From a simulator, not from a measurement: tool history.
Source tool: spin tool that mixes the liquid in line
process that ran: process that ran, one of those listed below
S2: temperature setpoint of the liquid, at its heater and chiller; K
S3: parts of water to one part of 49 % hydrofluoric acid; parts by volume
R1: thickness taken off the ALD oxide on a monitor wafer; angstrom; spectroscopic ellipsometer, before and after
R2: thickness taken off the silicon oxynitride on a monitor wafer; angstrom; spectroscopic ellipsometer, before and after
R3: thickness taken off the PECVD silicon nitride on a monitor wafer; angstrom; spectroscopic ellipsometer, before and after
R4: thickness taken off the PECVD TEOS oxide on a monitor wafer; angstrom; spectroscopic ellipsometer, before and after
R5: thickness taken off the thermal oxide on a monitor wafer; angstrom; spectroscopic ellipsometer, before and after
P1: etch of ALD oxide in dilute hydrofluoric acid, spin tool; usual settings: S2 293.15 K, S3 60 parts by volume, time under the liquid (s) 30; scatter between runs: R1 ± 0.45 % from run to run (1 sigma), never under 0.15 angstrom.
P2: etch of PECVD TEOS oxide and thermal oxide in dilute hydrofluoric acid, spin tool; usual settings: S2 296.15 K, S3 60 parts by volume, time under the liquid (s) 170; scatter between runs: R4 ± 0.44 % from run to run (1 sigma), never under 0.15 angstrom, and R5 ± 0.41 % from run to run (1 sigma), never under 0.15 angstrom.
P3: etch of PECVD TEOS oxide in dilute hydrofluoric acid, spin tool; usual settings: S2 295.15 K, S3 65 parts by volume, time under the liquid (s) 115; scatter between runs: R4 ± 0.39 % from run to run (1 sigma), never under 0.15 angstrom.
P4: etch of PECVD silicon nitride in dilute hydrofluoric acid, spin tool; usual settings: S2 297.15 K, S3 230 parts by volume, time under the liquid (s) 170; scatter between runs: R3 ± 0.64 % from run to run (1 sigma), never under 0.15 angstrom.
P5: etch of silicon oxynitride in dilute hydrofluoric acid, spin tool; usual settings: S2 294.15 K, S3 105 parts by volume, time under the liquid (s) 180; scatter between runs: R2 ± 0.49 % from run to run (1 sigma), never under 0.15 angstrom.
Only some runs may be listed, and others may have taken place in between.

{"run": 1, "hour": 14.8, "process that ran": "P1", "S2": 293.15, "S3": 60, "time under the liquid (s)": 30, "R1": 123.59}
{"run": 2, "hour": 21.8, "process that ran": "P5", "S2": 294.15, "S3": 105, "time under the liquid (s)": 180, "R2": 70.572}
{"run": 3, "hour": 36.0, "process that ran": "P1", "S2": 293.15, "S3": 60, "time under the liquid (s)": 30, "R1": 124.91}
{"run": 4, "hour": 44.0, "process that ran": "P1", "S2": 298.15, "S3": 60, "time under the liquid (s)": 45, "R1": 228.61}
{"run": 5, "hour": 52.2, "process that ran": "P5", "S2": 294.15, "S3": 105, "time under the liquid (s)": 25, "R2": 10.277}
{"run": 6, "hour": 59.6, "process that ran": "P4", "S2": 303.15, "S3": 230, "time under the liquid (s)": 170, "R3": 60.272}
{"run": 7, "hour": 67.2, "process that ran": "P1", "S2": 298.65, "S3": 60, "time under the liquid (s)": 30, "R1": 156.73}
{"run": 8, "hour": 82.6, "process that ran": "P2", "S2": 304.65, "S3": 60, "time under the liquid (s)": 170, "R4": 571.54, "R5": 198.35}
{"run": 9, "hour": 93.5, "process that ran": "P1", "S2": 293.15, "S3": 90, "time under the liquid (s)": 30, "R1": 80.914}
{"run": 10, "hour": 103.1, "process that ran": "P2", "S2": 296.15, "S3": 60, "time under the liquid (s)": 290, "R4": 701.5, "R5": 238.61}
{"run": 11, "hour": 118.8, "process that ran": "P1", "S2": 293.15, "S3": 100, "time under the liquid (s)": 15, "R1": 35.807}
{"run": 12, "hour": 132.5, "process that ran": "P5", "S2": 294.15, "S3": 55, "time under the liquid (s)": 180, "R2": 140.09}
{"run": 13, "hour": 145.0, "process that ran": "P1", "S2": 293.15, "S3": 60, "time under the liquid (s)": 30, "R1": 125.0}
{"run": 14, "hour": 155.4, "process that ran": "P5", "S2": 298.65, "S3": 105, "time under the liquid (s)": 180, "R2": 88.255}
{"run": 15, "hour": 164.2, "process that ran": "P3", "S2": 290.15, "S3": 65, "time under the liquid (s)": 115, "R4": 202.81}
{"run": 16, "hour": 177.8, "process that ran": "P4", "S2": 297.15, "S3": 230, "time under the liquid (s)": 70, "R3": 17.405}
{"run": 17, "hour": 186.8, "process that ran": "P1", "S2": 293.15, "S3": 60, "time under the liquid (s)": 45, "R1": 188.97}
{"run": 18, "hour": 197.9, "process that ran": "P3", "S2": 295.15, "S3": 65, "time under the liquid (s)": 115, "R4": 250.33}
{"run": 19, "hour": 206.2, "process that ran": "P2", "S2": 296.15, "S3": 60, "time under the liquid (s)": 170, "R4": 407.56, "R5": 141.09}
{"run": 20, "hour": 218.4, "process that ran": "P3", "S2": 295.15, "S3": 65, "time under the liquid (s)": 180, "R4": 389.03}
{"run": 21, "hour": 231.2, "process that ran": "P1", "S2": 293.15, "S3": 30, "time under the liquid (s)": 30, "R1": 259.9}
{"run": 22, "hour": 242.3, "process that ran": "P3", "S2": 295.15, "S3": 65, "time under the liquid (s)": 115, "R4": 249.29}
{"run": 23, "hour": 252.7, "process that ran": "P1", "S2": 290.15, "S3": 60, "time under the liquid (s)": 30, "R1": 109.49}
{"run": 24, "hour": 268.7, "process that ran": "P4", "S2": 297.15, "S3": 120, "time under the liquid (s)": 170, "R3": 79.736}
{"run": 25, "hour": 277.4, "process that ran": "P1", "S2": 293.15, "S3": 60, "time under the liquid (s)": 15, "R1": 62.226}
{"run": 26, "hour": 287.3, "process that ran": "P1", "S2": 293.15, "S3": 60, "time under the liquid (s)": 30, "R1": 124.04}
{"run": 27, "hour": 298.6, "process that ran": "P1", "S2": 293.15, "S3": 60, "time under the liquid (s)": 30, "R1": 124.32}
{"run": 28, "hour": 311.1, "process that ran": "P2", "S2": 296.15, "S3": 90, "time under the liquid (s)": 170, "R4": 263.13, "R5": 89.854}
{"run": 29, "hour": 319.0, "process that ran": "P4", "S2": 297.15, "S3": 230, "time under the liquid (s)": 170, "R3": 42.169}
{"run": 30, "hour": 334.5, "process that ran": "P3", "S2": 295.15, "S3": 105, "time under the liquid (s)": 115, "R4": 147.84}
{"run": 31, "hour": 343.2, "process that ran": "P1", "S2": 293.15, "S3": 60, "time under the liquid (s)": 30, "R1": 124.77}
{"run": 32, "hour": 354.2, "process that ran": "P1", "S2": 293.15, "S3": 60, "time under the liquid (s)": 30, "R1": 119.87}
{"run": 33, "hour": 363.5, "process that ran": "P1", "S2": 293.15, "S3": 60, "time under the liquid (s)": 30, "R1": 116.95}
{"run": 34, "hour": 371.0, "process that ran": "P1", "S2": 293.15, "S3": 60, "time under the liquid (s)": 30, "R1": 116.0}
{"run": 35, "hour": 380.4, "process that ran": "P1", "S2": 293.15, "S3": 60, "time under the liquid (s)": 30, "R1": 115.2}
{"run": 36, "hour": 396.5, "process that ran": "P1", "S2": 293.15, "S3": 60, "time under the liquid (s)": 30, "R1": 115.1}
{"run": 37, "hour": 406.4, "process that ran": "P1", "S2": 293.15, "S3": 60, "time under the liquid (s)": 30, "R1": 115.53}

P1 has crept away from where it was. The log is fitted equally well by each of these 2 causes, at the sizes shown:
A: hydrofluoric acid flow below the setpoint (%) = 7.64
B: liquid colder than its thermometer reads (K) = 2.01
The process output started creeping at around hour 343.2.

Of the 4 check runs below, each run on 2 wafers with the results averaged and each result still a question mark, which one would tell the listed causes apart?
{"run": "check 1", "hour": 416.3, "process that ran": "P4", "S2": 302.15, "S3": 230, "time under the liquid (s)": 170, "R3": "?"}
{"run": "check 2", "hour": 416.3, "process that ran": "P3", "S2": 290.15, "S3": 65, "time under the liquid (s)": 165, "R4": "?"}
{"run": "check 3", "hour": 416.3, "process that ran": "P5", "S2": 298.65, "S3": 105, "time under the liquid (s)": 85, "R2": "?"}
{"run": "check 4", "hour": 416.3, "process that ran": "P2", "S2": 299.15, "S3": 60, "time under the liquid (s)": 170, "R4": "?", "R5": "?"}

If the cause were each of the candidates in turn, the checks would give the following:
check=check_1 result=R3 if_A=52.455 if_B=50.395
check=check_2 result=R4 if_A=267.04 if_B=266.53
check=check_3 result=R2 if_A=38.211 if_B=37.937
check=check_4 result=R4 if_A=423.24 if_B=425.28
check=check_4 result=R5 if_A=145.910 if_B=146.610
Gap, in per cent, between the two causes that each check separates least, read from the result that separates them most: check 1 4.01 %; check 2 0.19 %; check 3 0.72 %; check 4 0.48 %
Check 1 distinguishes between the causes, while the remaining checks would return nearly the same result for all of them.

Check 1 was carried out, with these results: R3 52.537 angstrom. Which of the listed causes is responsible?

The cause is A: hydrofluoric acid flow below the setpoint (%).
